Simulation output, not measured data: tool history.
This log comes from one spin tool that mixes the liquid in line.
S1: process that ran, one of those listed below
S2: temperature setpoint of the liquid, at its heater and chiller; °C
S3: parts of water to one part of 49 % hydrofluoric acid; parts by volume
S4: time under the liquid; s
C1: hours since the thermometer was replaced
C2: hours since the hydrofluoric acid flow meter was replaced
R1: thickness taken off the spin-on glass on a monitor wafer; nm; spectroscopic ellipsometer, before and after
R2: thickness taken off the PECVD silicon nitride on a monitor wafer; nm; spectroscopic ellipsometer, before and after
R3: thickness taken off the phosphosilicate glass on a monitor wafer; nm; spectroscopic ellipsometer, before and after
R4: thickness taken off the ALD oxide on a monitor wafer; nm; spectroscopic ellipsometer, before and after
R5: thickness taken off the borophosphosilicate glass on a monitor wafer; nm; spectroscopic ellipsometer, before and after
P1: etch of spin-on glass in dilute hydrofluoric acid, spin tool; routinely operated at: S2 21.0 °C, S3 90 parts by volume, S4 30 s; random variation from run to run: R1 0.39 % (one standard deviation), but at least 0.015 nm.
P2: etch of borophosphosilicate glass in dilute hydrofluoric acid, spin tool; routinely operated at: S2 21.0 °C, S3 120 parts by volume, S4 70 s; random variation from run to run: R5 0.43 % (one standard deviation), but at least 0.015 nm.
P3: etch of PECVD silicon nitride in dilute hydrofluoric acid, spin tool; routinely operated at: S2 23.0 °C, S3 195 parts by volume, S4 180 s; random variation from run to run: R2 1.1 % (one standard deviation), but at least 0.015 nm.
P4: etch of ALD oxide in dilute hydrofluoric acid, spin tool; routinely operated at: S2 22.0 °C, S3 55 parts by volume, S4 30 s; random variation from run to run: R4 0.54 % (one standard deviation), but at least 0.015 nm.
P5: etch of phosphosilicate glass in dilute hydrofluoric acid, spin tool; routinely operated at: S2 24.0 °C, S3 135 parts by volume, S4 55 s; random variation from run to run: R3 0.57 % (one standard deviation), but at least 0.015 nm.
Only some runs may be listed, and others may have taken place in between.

| run | hour | S1 | S2 | S3 | S4 | C1 | C2 | R1 | R2 | R3 | R4 | R5 |
|---|---|---|---|---|---|---|---|---|---|---|---|---|
| 1 | 11.5 | P1 | 21.0 | 90 | 30 | 695.2 | 515.9 | 10.5050 |  |  |  |  |
| 2 | 21.3 | P3 | 17.0 | 195 | 180 | 705.0 | 525.7 |  | 1.21950 |  |  |  |
| 3 | 28.9 | P5 | 24.0 | 40 | 55 | 712.6 | 533.3 |  |  | 96.4130 |  |  |
| 4 | 38.1 | P5 | 24.0 | 135 | 55 | 721.8 | 542.5 |  |  | 25.5590 |  |  |
| 5 | 46.5 | P1 | 21.0 | 90 | 30 | 730.2 | 550.9 | 10.4810 |  |  |  |  |
| 6 | 52.7 | P1 | 28.5 | 90 | 30 | 736.4 | 557.1 | 14.0790 |  |  |  |  |
| 7 | 58.4 | P4 | 22.0 | 55 | 30 | 742.1 | 562.8 |  |  |  | 11.1780 |  |
| 8 | 68.2 | P4 | 30.0 | 55 | 30 | 751.9 | 572.6 |  |  |  | 15.3770 |  |
| 9 | 79.2 | P1 | 21.0 | 90 | 30 | 762.9 | 583.6 | 10.5810 |  |  |  |  |
| 10 | 88.6 | P1 | 21.0 | 160 | 30 | 772.3 | 593.0 | 5.4911 |  |  |  |  |
| 11 | 95.6 | P2 | 21.0 | 120 | 130 | 779.3 | 600.0 |  |  |  |  | 53.755 |
| 12 | 101.6 | P5 | 24.0 | 135 | 15 | 785.3 | 606.0 |  |  | 6.9345 |  |  |
| 13 | 107.8 | P5 | 32.0 | 135 | 55 | 791.5 | 612.2 |  |  | 34.5230 |  |  |
| 14 | 119.0 | P1 | 21.0 | 90 | 30 | 802.7 | 623.4 | 10.5240 |  |  |  |  |
| 15 | 126.6 | P1 | 21.0 | 90 | 30 | 810.3 | 631.0 | 10.5070 |  |  |  |  |
| 16 | 138.2 | P1 | 17.0 | 90 | 30 | 821.9 | 642.6 | 8.9110 |  |  |  |  |
| 17 | 146.6 | P4 | 22.0 | 55 | 15 | 830.3 | 651.0 |  |  |  | 5.5667 |  |
| 18 | 156.6 | P2 | 21.0 | 75 | 70 | 840.3 | 661.0 |  |  |  |  | 48.432 |
| 19 | 167.2 | P3 | 23.0 | 360 | 180 | 850.9 | 671.6 |  | 0.99423 |  |  |  |
| 20 | 178.0 | P4 | 22.0 | 55 | 30 | 861.7 | 682.4 |  |  |  | 11.0940 |  |
| 21 | 187.0 | P4 | 22.0 | 100 | 30 | 870.7 | 691.4 |  |  |  | 5.8300 |  |
| 22 | 194.3 | P2 | 17.0 | 120 | 70 | 878.0 | 698.7 |  |  |  |  | 24.375 |
| 23 | 201.2 | P1 | 21.0 | 40 | 30 | 884.9 | 705.6 | 25.0380 |  |  |  |  |
| 24 | 211.6 | P1 | 21.0 | 90 | 30 | 895.3 | 716.0 | 10.5060 |  |  |  |  |
| 25 | 219.6 | P3 | 23.0 | 195 | 275 | 903.3 | 724.0 |  | 2.75120 |  |  |  |
| 26 | 227.0 | P1 | 21.0 | 90 | 65 | 910.7 | 731.4 | 22.8360 |  |  |  |  |
| 27 | 237.6 | P2 | 21.0 | 120 | 70 | 921.3 | 742.0 |  |  |  |  | 28.664 |
| 28 | 244.8 | P1 | 21.0 | 90 | 15 | 928.5 | 749.2 | 5.2698 |  |  |  |  |
| 29 | 252.3 | P3 | 23.0 | 195 | 180 | 936.0 | 756.7 |  | 1.79720 |  |  |  |
| 30 | 258.1 | P2 | 21.0 | 120 | 70 | 941.8 | 762.5 |  |  |  |  | 28.828 |
| 31 | 267.4 | P1 | 17.5 | 90 | 60 | 951.1 | 771.8 | 18.2900 |  |  |  |  |
| 32 | 277.3 | P1 | 21.0 | 90 | 30 | 961.0 | 781.7 | 10.4510 |  |  |  |  |
| 33 | 289.2 | P1 | 21.0 | 90 | 30 | 972.9 | 793.6 | 10.0740 |  |  |  |  |
| 34 | 298.5 | P1 | 21.0 | 90 | 30 | 982.2 | 802.9 | 9.8461 |  |  |  |  |
| 35 | 310.1 | P1 | 21.0 | 90 | 30 | 993.8 | 814.5 | 9.7823 |  |  |  |  |
| 36 | 318.9 | P1 | 21.0 | 90 | 30 | 1002.6 | 823.3 | 9.6629 |  |  |  |  |
| 37 | 329.4 | P1 | 21.0 | 90 | 30 | 1013.1 | 833.8 | 9.6099 |  |  |  |  |
| 38 | 337.1 | P1 | 21.0 | 90 | 30 | 1020.8 | 841.5 | 9.6356 |  |  |  |  |

P1 has crept away from where it was. The log is fitted equally well by each of these 2 causes, at the sizes shown:
A: liquid colder than its thermometer reads (K) = 2.09
B: hydrofluoric acid flow below the setpoint (%) = 7.5
Creep in the process output first set in at about hour 277.3.

Consider the 4 check runs below, whose results appear as question marks and each of which averages 5 wafers. Which one distinguishes the causes, in that each cause would give it a clearly different result?
| check 1 | 344.8 | P2 | 17.0 | 120 | 115 |  |  |  |  |  |  | ? |
| check 2 | 344.8 | P3 | 19.0 | 195 | 180 |  |  |  | ? |  |  |  |
| check 3 | 344.8 | P5 | 28.5 | 70 | 55 |  |  |  |  | ? |  |  |
| check 4 | 344.8 | P4 | 27.5 | 85 | 30 |  |  |  |  |  | ? |  |

How each check would come out, cause by cause:
| check | result | if A | if B |
|---|---|---|---|
| check 1 | R5 | 36.735 | 36.746 |
| check 2 | R2 | 1.20810 | 1.28870 |
| check 3 | R3 | 58.9710 | 58.7430 |
| check 4 | R4 | 7.9848 | 7.9421 |
Distance between the nearest two causes, measured in the result of the check that separates them most: check 1 0.03 %; check 2 6.46 %; check 3 0.39 %; check 4 0.54 %
Check 2 distinguishes between the causes, while the remaining checks would return nearly the same result for all of them.

Here is what check 2 returned: R2 1.27800 nm. Which cause is it?

It was cause B: hydrofluoric acid flow below the setpoint (%).

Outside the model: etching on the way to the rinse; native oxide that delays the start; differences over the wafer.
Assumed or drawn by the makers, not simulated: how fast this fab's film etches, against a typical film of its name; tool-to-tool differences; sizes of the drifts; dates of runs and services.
